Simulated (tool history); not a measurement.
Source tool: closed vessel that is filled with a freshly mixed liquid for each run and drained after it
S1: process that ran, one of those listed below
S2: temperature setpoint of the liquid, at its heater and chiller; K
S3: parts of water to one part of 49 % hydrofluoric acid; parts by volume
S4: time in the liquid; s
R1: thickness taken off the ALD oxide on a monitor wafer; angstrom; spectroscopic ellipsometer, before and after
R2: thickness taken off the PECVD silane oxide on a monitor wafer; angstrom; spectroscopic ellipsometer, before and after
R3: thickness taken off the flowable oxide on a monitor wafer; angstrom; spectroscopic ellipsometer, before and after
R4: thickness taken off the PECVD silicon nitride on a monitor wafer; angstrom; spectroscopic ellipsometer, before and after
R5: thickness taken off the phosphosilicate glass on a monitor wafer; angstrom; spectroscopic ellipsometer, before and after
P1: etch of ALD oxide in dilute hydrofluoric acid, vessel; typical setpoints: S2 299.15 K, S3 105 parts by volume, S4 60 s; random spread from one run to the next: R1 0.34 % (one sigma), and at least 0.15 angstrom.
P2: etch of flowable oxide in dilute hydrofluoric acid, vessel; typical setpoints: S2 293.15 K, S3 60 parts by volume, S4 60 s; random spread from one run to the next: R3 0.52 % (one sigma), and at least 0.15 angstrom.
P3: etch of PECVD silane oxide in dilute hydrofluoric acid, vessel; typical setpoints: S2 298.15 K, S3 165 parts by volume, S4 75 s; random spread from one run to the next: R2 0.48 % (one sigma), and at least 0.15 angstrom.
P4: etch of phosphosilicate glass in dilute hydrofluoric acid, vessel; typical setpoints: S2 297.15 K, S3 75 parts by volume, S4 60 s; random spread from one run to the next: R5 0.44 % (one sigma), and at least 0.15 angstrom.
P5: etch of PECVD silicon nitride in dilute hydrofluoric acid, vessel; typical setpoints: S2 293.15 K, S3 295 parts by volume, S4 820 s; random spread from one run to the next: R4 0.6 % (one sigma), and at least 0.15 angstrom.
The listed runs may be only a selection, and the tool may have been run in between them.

Run 1, day 0.704: S1 P1, S2 299.15 K, S3 105 parts by volume, S4 60 s. Result: R1 119.830 angstrom.
Run 2, day 1.125: S1 P3, S2 298.15 K, S3 165 parts by volume, S4 75 s. Result: R2 148.590 angstrom.
Run 3, day 1.829: S1 P3, S2 291.15 K, S3 165 parts by volume, S4 75 s. Result: R2 114.130 angstrom.
Run 4, day 2.142: S1 P1, S2 291.15 K, S3 105 parts by volume, S4 60 s. Result: R1 85.877 angstrom.
Run 5, day 2.596: S1 P2, S2 293.15 K, S3 60 parts by volume, S4 30 s. Result: R3 195.24 angstrom.
Run 6, day 3.262: S1 P1, S2 299.15 K, S3 105 parts by volume, S4 60 s. Result: R1 119.330 angstrom.
Run 7, day 3.754: S1 P1, S2 299.15 K, S3 105 parts by volume, S4 60 s. Result: R1 119.450 angstrom.
Run 8, day 4.438: S1 P1, S2 299.15 K, S3 105 parts by volume, S4 60 s. Result: R1 119.580 angstrom.
Run 9, day 4.888: S1 P5, S2 290.15 K, S3 295 parts by volume, S4 820 s. Result: R4 39.382 angstrom.
Run 10, day 5.192: S1 P4, S2 297.15 K, S3 75 parts by volume, S4 90 s. Result: R5 2498.80 angstrom.
Run 11, day 5.850: S1 P4, S2 297.15 K, S3 75 parts by volume, S4 60 s. Result: R5 1656.30 angstrom.
Run 12, day 6.546: S1 P2, S2 293.15 K, S3 105 parts by volume, S4 60 s. Result: R3 213.92 angstrom.
Run 13, day 7.142: S1 P4, S2 297.15 K, S3 135 parts by volume, S4 60 s. Result: R5 857.09 angstrom.
Run 14, day 7.817: S1 P2, S2 293.15 K, S3 60 parts by volume, S4 60 s. Result: R3 388.76 angstrom.
Run 15, day 8.129: S1 P1, S2 299.15 K, S3 105 parts by volume, S4 30 s. Result: R1 60.106 angstrom.
Run 16, day 8.796: S1 P1, S2 299.15 K, S3 180 parts by volume, S4 60 s. Result: R1 63.468 angstrom.
Run 17, day 9.296: S1 P5, S2 293.15 K, S3 295 parts by volume, S4 435 s. Result: R4 25.686 angstrom.
Run 18, day 9.754: S1 P2, S2 293.15 K, S3 60 parts by volume, S4 60 s. Result: R3 392.48 angstrom.
Run 19, day 10.200: S1 P1, S2 299.15 K, S3 105 parts by volume, S4 110 s. Result: R1 218.110 angstrom.
Run 20, day 10.767: S1 P1, S2 299.15 K, S3 105 parts by volume, S4 60 s. Result: R1 119.600 angstrom.
Run 21, day 11.167: S1 P1, S2 306.65 K, S3 105 parts by volume, S4 60 s. Result: R1 158.490 angstrom.
Run 22, day 11.788: S1 P1, S2 299.15 K, S3 40 parts by volume, S4 60 s. Result: R1 342.090 angstrom.
At day 11.996: thermometer replaced.
Run 23, day 12.150: S1 P4, S2 290.15 K, S3 75 parts by volume, S4 60 s. Result: R5 1245.50 angstrom.
Run 24, day 12.746: S1 P1, S2 299.15 K, S3 105 parts by volume, S4 60 s. Result: R1 119.510 angstrom.
Run 25, day 13.233: S1 P5, S2 293.15 K, S3 295 parts by volume, S4 820 s. Result: R4 47.930 angstrom.
Run 26, day 13.917: S1 P2, S2 290.15 K, S3 60 parts by volume, S4 60 s. Result: R3 343.30 angstrom.
Run 27, day 14.383: S1 P3, S2 298.15 K, S3 105 parts by volume, S4 75 s. Result: R2 252.920 angstrom.
Run 28, day 14.829: S1 P1, S2 299.15 K, S3 165 parts by volume, S4 95 s. Result: R1 111.560 angstrom.
Run 29, day 15.208: S1 P3, S2 298.15 K, S3 165 parts by volume, S4 30 s. Result: R2 60.217 angstrom.
Run 30, day 15.529: S1 P5, S2 293.15 K, S3 60 parts by volume, S4 820 s. Result: R4 223.710 angstrom.

Expected results for the next run?
Run 31, day 16.000: S1 P1, S2 299.15 K, S3 105 parts by volume, S4 60 s. Result: R1 ?.

{"run 31": {"R1": 119.52}}
